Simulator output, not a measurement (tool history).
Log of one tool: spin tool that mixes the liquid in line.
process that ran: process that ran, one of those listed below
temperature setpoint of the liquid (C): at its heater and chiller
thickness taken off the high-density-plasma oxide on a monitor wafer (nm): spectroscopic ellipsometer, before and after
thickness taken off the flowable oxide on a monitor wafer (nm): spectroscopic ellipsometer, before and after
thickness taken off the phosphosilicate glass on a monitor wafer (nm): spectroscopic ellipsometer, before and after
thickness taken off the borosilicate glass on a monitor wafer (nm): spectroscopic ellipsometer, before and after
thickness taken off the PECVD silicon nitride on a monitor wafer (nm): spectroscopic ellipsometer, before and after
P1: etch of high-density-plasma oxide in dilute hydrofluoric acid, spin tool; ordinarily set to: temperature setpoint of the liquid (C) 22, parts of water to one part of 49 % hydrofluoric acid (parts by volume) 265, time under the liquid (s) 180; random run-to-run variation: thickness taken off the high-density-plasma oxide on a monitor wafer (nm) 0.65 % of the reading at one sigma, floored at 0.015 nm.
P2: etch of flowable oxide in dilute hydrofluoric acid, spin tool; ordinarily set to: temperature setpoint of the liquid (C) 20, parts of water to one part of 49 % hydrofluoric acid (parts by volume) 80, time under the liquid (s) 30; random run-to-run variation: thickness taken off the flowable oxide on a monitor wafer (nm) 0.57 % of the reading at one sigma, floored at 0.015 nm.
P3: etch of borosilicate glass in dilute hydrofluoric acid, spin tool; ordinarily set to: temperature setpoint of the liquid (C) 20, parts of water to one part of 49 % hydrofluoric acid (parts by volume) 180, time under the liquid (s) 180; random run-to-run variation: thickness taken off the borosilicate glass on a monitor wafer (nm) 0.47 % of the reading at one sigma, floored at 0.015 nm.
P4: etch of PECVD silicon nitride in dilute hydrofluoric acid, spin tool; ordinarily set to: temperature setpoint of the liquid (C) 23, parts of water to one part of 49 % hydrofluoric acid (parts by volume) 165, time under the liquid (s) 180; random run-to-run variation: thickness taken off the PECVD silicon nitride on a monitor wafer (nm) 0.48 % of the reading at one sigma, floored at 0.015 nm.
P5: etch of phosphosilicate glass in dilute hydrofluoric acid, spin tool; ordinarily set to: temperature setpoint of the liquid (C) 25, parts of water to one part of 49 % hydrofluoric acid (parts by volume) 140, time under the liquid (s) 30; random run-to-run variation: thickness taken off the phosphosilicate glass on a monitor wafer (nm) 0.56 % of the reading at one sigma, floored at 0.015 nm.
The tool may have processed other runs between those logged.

run	hour	process that ran	temperature setpoint of the liquid (C)	parts of water to one part of 49 % hydrofluoric acid (parts by volume)	time under the liquid (s)	hours since the thermometer was replaced	hours since the hydrofluoric acid flow meter was replaced	thickness taken off the high-density-plasma oxide on a monitor wafer (nm)	thickness taken off the flowable oxide on a monitor wafer (nm)	thickness taken off the phosphosilicate glass on a monitor wafer (nm)	thickness taken off the borosilicate glass on a monitor wafer (nm)	thickness taken off the PECVD silicon nitride on a monitor wafer (nm)
1	8.4	P1	22	265	180	831.3	1116	3.9121				
2	16.4	P2	20	80	60	839.3	1124		32.779			
3	25.4	P1	17.5	265	180	848.3	1133	3.2401				
4	33.1	P1	27	265	180	856	1140.7	4.641				
5	43.5	P1	22	265	180	866.4	1151.1	3.9153				
6	49.7	P5	25	140	30	872.6	1157.3			41.533		
7	55.5	P2	20	110	30	878.4	1163.1		11.546			
8	62.5	P1	22	160	180	885.4	1170.1	7.1554				
9	75.4	P2	26	80	30	898.3	1183		20.943			
10	88.4	P1	22	265	25	911.3	1196	0.52929				
11	101.5	P2	20	80	30	924.4	1209.1		16.222			
12	112.6	P3	20	180	300	935.5	1220.2				34.229	
13	124.1	P1	22	265	180	947	1231.7	3.9002				
14	134.3	P1	22	60	25	957.2	1241.9	2.9942				
15	140.1	P3	20	60	180	963	1247.7				70.185	
16	152.5	P1	22	265	260	975.4	1260.1	5.5374				
17	162.7	P1	22	380	180	985.6	1270.3	2.4123				
18	169.9	P4	30.5	165	180	992.8	1277.5					9.2934
19	178.6	P3	20	180	180	1001.5	1286.2				20.692	
20	190.1	P4	23	75	180	1013	1297.7					12.605
21	202.8	P3	20	180	180	1025.7	1310.4				20.754	
22	211.3	P4	23	165	295	1034.2	1318.9					9.5258
23	219.5	P5	25	140	15	1042.4	1327.1			21.003		
24	230.3	P3	17	180	180	1053.2	1337.9				18.263	
25	242.4	P1	22	265	180	1065.3	1350	3.8708				
26	253.7	P5	25	235	30	1076.6	1361.3			22.724		
27	262.7	P1	29.5	265	90	1085.6	1370.3	2.5053				
28	274	P1	22	265	180	1096.9	1381.6	3.8249				
29	282.3	P5	20	140	30	1105.2	1389.9			34.301		
30	290.6	P1	29	350	180	1113.5	1398.2	3.4216				
31	298	P1	22	265	180	1120.9	1405.6	3.8463				
32	308.5	P4	23	165	180	1131.4	1416.1					5.7842
33	321.3	P1	22	265	180	1144.2	1428.9	3.8705				
34	333.3	P1	22	265	180	1156.2	1440.9	3.9313				
35	343.7	P1	22	265	180	1166.6	1451.3	3.9587				
36	351.2	P1	22	265	180	1174.1	1458.8	4.0116				
37	364.3	P1	22	265	180	1187.2	1471.9	4.0935				
38	375.4	P1	22	265	180	1198.3	1483	4.0767				
39	382.5	P1	22	265	180	1205.4	1490.1	4.0994				
40	392.9	P1	22	265	180	1215.8	1500.5	4.1323				
41	403.2	P1	22	265	180	1226.1	1510.8	4.0765				

Forecast run 42:
42	415.3	P1	22	265	180	1238.2	1522.9	?				

{"run 42": {"thickness taken off the high-density-plasma oxide on a monitor wafer (nm)": 4.0636}}
